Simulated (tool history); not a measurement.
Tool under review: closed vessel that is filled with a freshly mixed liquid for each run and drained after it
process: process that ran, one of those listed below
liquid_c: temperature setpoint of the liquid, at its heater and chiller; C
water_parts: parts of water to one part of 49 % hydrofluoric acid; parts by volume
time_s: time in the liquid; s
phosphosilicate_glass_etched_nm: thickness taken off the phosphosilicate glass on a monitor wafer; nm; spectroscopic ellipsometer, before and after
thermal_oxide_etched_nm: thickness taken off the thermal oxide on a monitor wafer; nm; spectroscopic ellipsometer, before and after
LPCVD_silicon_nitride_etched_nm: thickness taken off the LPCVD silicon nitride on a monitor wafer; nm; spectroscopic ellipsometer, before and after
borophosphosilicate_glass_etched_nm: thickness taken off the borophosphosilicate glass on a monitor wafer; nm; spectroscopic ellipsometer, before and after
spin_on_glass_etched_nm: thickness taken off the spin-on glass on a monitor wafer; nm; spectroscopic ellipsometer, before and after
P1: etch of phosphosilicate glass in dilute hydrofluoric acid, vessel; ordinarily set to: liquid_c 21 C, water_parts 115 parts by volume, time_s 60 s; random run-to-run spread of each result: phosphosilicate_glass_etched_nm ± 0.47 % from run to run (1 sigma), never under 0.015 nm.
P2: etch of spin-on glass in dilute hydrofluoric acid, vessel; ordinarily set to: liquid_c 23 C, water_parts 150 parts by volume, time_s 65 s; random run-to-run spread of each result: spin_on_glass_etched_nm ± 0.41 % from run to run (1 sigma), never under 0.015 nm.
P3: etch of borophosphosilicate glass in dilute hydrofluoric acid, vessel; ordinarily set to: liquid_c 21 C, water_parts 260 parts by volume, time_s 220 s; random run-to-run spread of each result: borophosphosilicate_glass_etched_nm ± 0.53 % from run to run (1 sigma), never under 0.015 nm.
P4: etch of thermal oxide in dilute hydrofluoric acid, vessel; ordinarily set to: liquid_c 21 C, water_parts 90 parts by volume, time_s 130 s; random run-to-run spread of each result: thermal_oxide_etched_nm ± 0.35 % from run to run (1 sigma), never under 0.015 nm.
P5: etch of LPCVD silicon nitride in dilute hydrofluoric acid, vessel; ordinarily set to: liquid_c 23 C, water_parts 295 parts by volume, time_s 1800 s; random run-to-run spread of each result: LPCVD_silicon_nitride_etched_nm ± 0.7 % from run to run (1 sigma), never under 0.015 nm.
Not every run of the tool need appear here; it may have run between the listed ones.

run	hour	process	liquid_c	water_parts	time_s	hours since the thermometer was replaced	hours since the hydrofluoric acid flow meter was replaced	phosphosilicate_glass_etched_nm	thermal_oxide_etched_nm	LPCVD_silicon_nitride_etched_nm	borophosphosilicate_glass_etched_nm	spin_on_glass_etched_nm
1	13.3	P1	21	115	60	310	170.8	45.486				
2	22	P1	21	115	30	318.7	179.5	22.594				
3	37.6	P4	21	145	130	334.3	195.1		3.4666			
4	45.8	P1	21	115	60	342.5	203.3	45.713				
5	61	P1	21	40	60	357.7	218.5	141.47				
6	71	P5	23	295	1800	367.7	228.5			3.0009		
7	84.6	P1	28.5	115	60	381.3	242.1	60.597				
8	94.4	P3	21	260	45	391.1	251.9				4.1553	
9	105.2	P5	29.5	295	1800	401.9	262.7			4.4211		
10	117.9	P4	21	90	130	414.6	275.4		5.8942			
11	129.9	P5	23	295	270	426.6	287.4			0.44721		
12	143.7	P4	26	90	130	440.4	301.2		7.1303			
13	159.3	P1	21	25	95	456	316.8	368.01				
14	169	P2	23	220	65	465.7	326.5					16.762
15	184.8	P1	17	115	60	481.5	342.3	38.287				
16	193.4	P4	21	90	260	490.1	350.9		11.814			
17	202	P5	23	295	1800	498.7	359.5			2.9954		
18	216.5	P1	21	115	60	513.2	374	45.511				
# hour 220.6: thermometer replaced
19	224.9	P1	21	115	60	4.4	382.4	45.402				
20	233.9	P4	21	90	130	13.4	391.4		5.8659			
21	242.6	P2	17	150	65	22.1	400.1					20.834
22	256.9	P3	21	260	220	36.4	414.4				20.349	
23	266.4	P1	21	115	100	45.9	423.9	75.505				
24	277.3	P3	21	85	220	56.8	434.8				75.092	
# hour 283.1: hydrofluoric acid flow meter replaced
25	292.8	P3	29	260	220	72.3	9.7				26.997	
26	302.5	P1	21	180	60	82	19.4	26.922				
27	318.7	P2	23	150	125	98.2	35.6					51.291
28	330.1	P2	23	150	65	109.6	47					26.601
29	341.5	P5	23	460	1800	121	58.4			1.9444		
30	356.5	P1	21	115	60	136	73.4	45.233				
31	365.2	P1	21	115	60	144.7	82.1	43.898				
32	377.6	P1	21	115	60	157.1	94.5	43.112				
33	390.4	P1	21	115	60	169.9	107.3	42.126				
34	401.8	P1	21	115	60	181.3	118.7	41.866				
35	409.2	P1	21	115	60	188.7	126.1	41.599				
36	422.6	P1	21	115	60	202.1	139.5	41.313				
37	433.3	P1	21	115	60	212.8	150.2	41.065				
38	445.5	P1	21	115	60	225	162.4	40.954				
39	459.7	P1	21	115	60	239.2	176.6	40.977				

The log shows P1 creeping away from where it was. Any of the 2 causes listed here, at the size stated for it, fits the log just as well as the others:
A: liquid colder than its thermometer reads (K) = 2.44
B: hydrofluoric acid flow below the setpoint (%) = 8.39
Creep in the process output first set in at about hour 356.5.

You are offered 4 check runs, listed below with question marks in place of their results; each one averages 2 wafers. Which run separates the listed causes by giving clearly different results for each?
check 1	473.9	P3	25	100	220						?	
check 2	473.9	P4	25.5	135	130				?			
check 3	473.9	P5	23	400	1800					?		
check 4	473.9	P2	20	150	65							?

How each check would come out, cause by cause:
check	result	if A	if B
check 1	borophosphosilicate_glass_etched_nm	66.795	66.647
check 2	thermal_oxide_etched_nm	4.0508	4.017
check 3	LPCVD_silicon_nitride_etched_nm	1.9164	2.038
check 4	spin_on_glass_etched_nm	21.339	21.264
Gap, in per cent, between the two causes that each check separates least, read from the result that separates them most: check 1 0.22 %; check 2 0.84 %; check 3 6.15 %; check 4 0.35 %
Check 3 tells the causes apart: in the others they would give nearly the same result.

The results of check 3 are: LPCVD_silicon_nitride_etched_nm 2.0288 nm. Based on these, which of the listed causes is it?

B is the cause: hydrofluoric acid flow below the setpoint (%).
